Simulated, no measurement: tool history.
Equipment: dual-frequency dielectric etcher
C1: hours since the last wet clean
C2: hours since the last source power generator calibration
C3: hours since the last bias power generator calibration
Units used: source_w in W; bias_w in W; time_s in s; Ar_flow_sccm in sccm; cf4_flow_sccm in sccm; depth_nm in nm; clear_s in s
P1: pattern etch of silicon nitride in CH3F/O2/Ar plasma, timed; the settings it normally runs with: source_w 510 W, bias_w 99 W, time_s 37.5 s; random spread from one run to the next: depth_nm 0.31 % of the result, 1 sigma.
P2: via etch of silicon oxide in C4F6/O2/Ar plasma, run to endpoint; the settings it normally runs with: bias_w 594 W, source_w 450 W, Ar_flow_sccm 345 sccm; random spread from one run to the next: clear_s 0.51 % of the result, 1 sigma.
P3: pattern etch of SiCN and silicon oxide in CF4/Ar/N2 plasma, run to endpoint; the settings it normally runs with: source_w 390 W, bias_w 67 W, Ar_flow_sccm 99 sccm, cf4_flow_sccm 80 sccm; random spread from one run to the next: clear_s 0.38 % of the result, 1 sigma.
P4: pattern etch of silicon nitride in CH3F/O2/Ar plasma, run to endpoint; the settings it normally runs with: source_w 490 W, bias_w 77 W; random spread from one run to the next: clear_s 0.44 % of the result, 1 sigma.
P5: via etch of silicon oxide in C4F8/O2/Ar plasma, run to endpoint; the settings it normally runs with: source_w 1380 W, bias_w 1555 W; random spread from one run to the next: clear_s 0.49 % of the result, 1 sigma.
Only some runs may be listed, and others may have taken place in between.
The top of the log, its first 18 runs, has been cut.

run 19 hour=254.0 | process=P1 source_w=340 bias_w=81 time_s=37.5 | C1=592.9 C2=1910.0 C3=950.5 | depth_nm=25.624
run 20 hour=265.0 | process=P1 source_w=510 bias_w=99 time_s=37.5 | C1=603.9 C2=1921.0 C3=961.5 | depth_nm=32.073
run 21 hour=281.9 | process=P3 source_w=390 bias_w=67 Ar_flow_sccm=137 cf4_flow_sccm=80 | C1=620.8 C2=1937.9 C3=978.4 | clear_s=18.900
run 22 hour=291.9 | process=P2 source_w=450 bias_w=594 Ar_flow_sccm=345 | C1=630.8 C2=1947.9 C3=988.4 | clear_s=17.858
run 23 hour=300.0 | process=P1 source_w=510 bias_w=99 time_s=22.5 | C1=638.9 C2=1956.0 C3=996.5 | depth_nm=19.182
run 24 hour=317.9 | process=P2 source_w=450 bias_w=356 Ar_flow_sccm=345 | C1=656.8 C2=1973.9 C3=1014.4 | clear_s=21.649
run 25 hour=329.4 | process=P1 source_w=510 bias_w=99 time_s=51.5 | C1=668.3 C2=1985.4 C3=1025.9 | depth_nm=44.113
run 26 hour=344.3 | process=P3 source_w=390 bias_w=67 Ar_flow_sccm=99 cf4_flow_sccm=80 | C1=683.2 C2=2000.3 C3=1040.8 | clear_s=17.956
run 27 hour=354.5 | process=P3 source_w=390 bias_w=67 Ar_flow_sccm=99 cf4_flow_sccm=100 | C1=693.4 C2=2010.5 C3=1051.0 | clear_s=17.575
-- hour=357.9 bias power generator calibrated
run 28 hour=370.6 | process=P2 source_w=450 bias_w=594 Ar_flow_sccm=252 | C1=709.5 C2=2026.6 C3=12.7 | clear_s=17.352
run 29 hour=388.4 | process=P1 source_w=510 bias_w=99 time_s=37.5 | C1=727.3 C2=2044.4 C3=30.5 | depth_nm=32.090
run 30 hour=403.1 | process=P3 source_w=390 bias_w=67 Ar_flow_sccm=99 cf4_flow_sccm=80 | C1=742.0 C2=2059.1 C3=45.2 | clear_s=17.866
run 31 hour=416.9 | process=P1 source_w=510 bias_w=99 time_s=37.5 | C1=755.8 C2=2072.9 C3=59.0 | depth_nm=32.087
run 32 hour=428.6 | process=P1 source_w=510 bias_w=99 time_s=37.5 | C1=767.5 C2=2084.6 C3=70.7 | depth_nm=32.093

Run 33 is up next; what results do you expect?
run 33 hour=444.9 | process=P1 source_w=510 bias_w=99 time_s=37.5 | C1=783.8 C2=2100.9 C3=87.0 | depth_nm=?

{"run 33": {"depth_nm": 32.192}}
